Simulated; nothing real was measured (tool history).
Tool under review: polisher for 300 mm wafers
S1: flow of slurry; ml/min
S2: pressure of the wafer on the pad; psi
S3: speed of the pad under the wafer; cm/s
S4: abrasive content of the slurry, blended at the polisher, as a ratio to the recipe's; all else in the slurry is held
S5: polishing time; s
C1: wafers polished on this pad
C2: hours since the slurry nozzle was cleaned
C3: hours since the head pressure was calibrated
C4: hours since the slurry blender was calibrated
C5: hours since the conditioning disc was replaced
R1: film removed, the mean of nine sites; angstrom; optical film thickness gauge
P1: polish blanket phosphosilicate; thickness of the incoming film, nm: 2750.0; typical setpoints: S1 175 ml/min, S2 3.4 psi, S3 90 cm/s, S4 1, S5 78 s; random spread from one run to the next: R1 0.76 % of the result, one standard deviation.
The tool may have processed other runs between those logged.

Run 1, hour 8.1: S1 175 ml/min, S2 3.4 psi, S3 90 cm/s, S4 1, S5 78 s; C1 345; C2 104.5; C3 962.9; C4 119.2; C5 76.5. Result: R1 6614.5 angstrom.
Run 2, hour 13.1: S1 175 ml/min, S2 3.4 psi, S3 90 cm/s, S4 1, S5 35 s; C1 386; C2 109.5; C3 967.9; C4 124.2; C5 81.5. Result: R1 2976 angstrom.
Run 3, hour 22: S1 175 ml/min, S2 4.9 psi, S3 90 cm/s, S4 1, S5 78 s; C1 458; C2 118.4; C3 976.8; C4 133.1; C5 90.4. Result: R1 9591.5 angstrom.
Run 4, hour 28.9: S1 175 ml/min, S2 3.4 psi, S3 62 cm/s, S4 1, S5 78 s; C1 514; C2 125.3; C3 983.7; C4 140; C5 97.3. Result: R1 4935.8 angstrom.
Run 5, hour 39.3: S1 175 ml/min, S2 3.4 psi, S3 90 cm/s, S4 1.35, S5 78 s; C1 599; C2 135.7; C3 994.1; C4 150.4; C5 107.7. Result: R1 7641.2 angstrom.
Run 6, hour 49.5: S1 175 ml/min, S2 2.1 psi, S3 90 cm/s, S4 1, S5 78 s; C1 683; C2 145.9; C3 1004.3; C4 160.6; C5 117.9. Result: R1 4131.2 angstrom.
Run 7, hour 55.1: S1 175 ml/min, S2 3.4 psi, S3 90 cm/s, S4 1, S5 78 s; C1 728; C2 151.5; C3 1009.9; C4 166.2; C5 123.5. Result: R1 6688.3 angstrom.
Run 8, hour 66.3: S1 175 ml/min, S2 3.4 psi, S3 90 cm/s, S4 1, S5 78 s; C1 820; C2 162.7; C3 1021.1; C4 177.4; C5 134.7. Result: R1 6717.7 angstrom.
Run 9, hour 72: S1 105 ml/min, S2 3.4 psi, S3 90 cm/s, S4 1, S5 78 s; C1 866; C2 168.4; C3 1026.8; C4 183.1; C5 140.4. Result: R1 6111.8 angstrom.
Run 10, hour 81.8: S1 175 ml/min, S2 3.4 psi, S3 90 cm/s, S4 0.55, S5 78 s; C1 946; C2 178.2; C3 1036.6; C4 192.9; C5 150.2. Result: R1 4913.4 angstrom.
Run 11, hour 90.2: S1 175 ml/min, S2 3.4 psi, S3 144 cm/s, S4 1, S5 78 s; C1 1015; C2 186.6; C3 1045; C4 201.3; C5 158.6. Result: R1 9730.2 angstrom.
Run 12, hour 100: S1 175 ml/min, S2 3.4 psi, S3 90 cm/s, S4 1, S5 78 s; C1 1095; C2 196.4; C3 1054.8; C4 211.1; C5 168.4. Result: R1 6720.2 angstrom.
Run 13, hour 111: S1 175 ml/min, S2 3.4 psi, S3 90 cm/s, S4 1, S5 78 s; C1 1184; C2 207.4; C3 1065.8; C4 222.1; C5 179.4. Result: R1 6687.4 angstrom.
Run 14, hour 119.3: S1 175 ml/min, S2 3.4 psi, S3 90 cm/s, S4 1, S5 108 s; C1 1252; C2 215.7; C3 1074.1; C4 230.4; C5 187.7. Result: R1 9113.1 angstrom.
Run 15, hour 124.9: S1 175 ml/min, S2 2.5 psi, S3 90 cm/s, S4 1, S5 42 s; C1 1298; C2 221.3; C3 1079.7; C4 236; C5 193.3. Result: R1 2615.6 angstrom.
Run 16, hour 131.4: S1 275 ml/min, S2 3.4 psi, S3 90 cm/s, S4 1, S5 78 s; C1 1351; C2 227.8; C3 1086.2; C4 242.5; C5 199.8. Result: R1 7036.4 angstrom.
Run 17, hour 141.4: S1 175 ml/min, S2 3.4 psi, S3 90 cm/s, S4 1, S5 78 s; C1 1432; C2 237.8; C3 1096.2; C4 252.5; C5 209.8. Result: R1 6670.9 angstrom.
Run 18, hour 152: S1 175 ml/min, S2 3.4 psi, S3 90 cm/s, S4 1, S5 78 s; C1 1519; C2 248.4; C3 1106.8; C4 263.1; C5 220.4. Result: R1 6245.2 angstrom.
Run 19, hour 162.3: S1 175 ml/min, S2 3.4 psi, S3 90 cm/s, S4 1, S5 78 s; C1 1603; C2 258.7; C3 1117.1; C4 273.4; C5 230.7. Result: R1 5961.2 angstrom.
Run 20, hour 171: S1 175 ml/min, S2 3.4 psi, S3 90 cm/s, S4 1, S5 78 s; C1 1674; C2 267.4; C3 1125.8; C4 282.1; C5 239.4. Result: R1 5982.6 angstrom.
At hour 174.6: head pressure recalibrated.
At hour 175.3: conditioning disc replaced and pad reconditioned.
At hour 175.7: slurry nozzle cleaned.
Run 21, hour 179: S1 175 ml/min, S2 3.4 psi, S3 90 cm/s, S4 1, S5 78 s; C1 1739; C2 3.3; C3 4.5; C4 290.1; C5 3.7. Result: R1 5876.1 angstrom.
Run 22, hour 187.6: S1 175 ml/min, S2 3.4 psi, S3 90 cm/s, S4 1, S5 78 s; C1 1809; C2 11.9; C3 13.1; C4 298.7; C5 12.3. Result: R1 5727.3 angstrom.
Run 23, hour 193.3: S1 175 ml/min, S2 3.4 psi, S3 90 cm/s, S4 1, S5 78 s; C1 1856; C2 17.6; C3 18.8; C4 304.4; C5 18. Result: R1 5721.8 angstrom.

Forecast run 24:
Run 24, hour 201.2: S1 175 ml/min, S2 3.4 psi, S3 90 cm/s, S4 1, S5 78 s; C1 1920; C2 25.5; C3 26.7; C4 312.3; C5 25.9. Result: R1 ?.

R1: 5805.1 angstrom
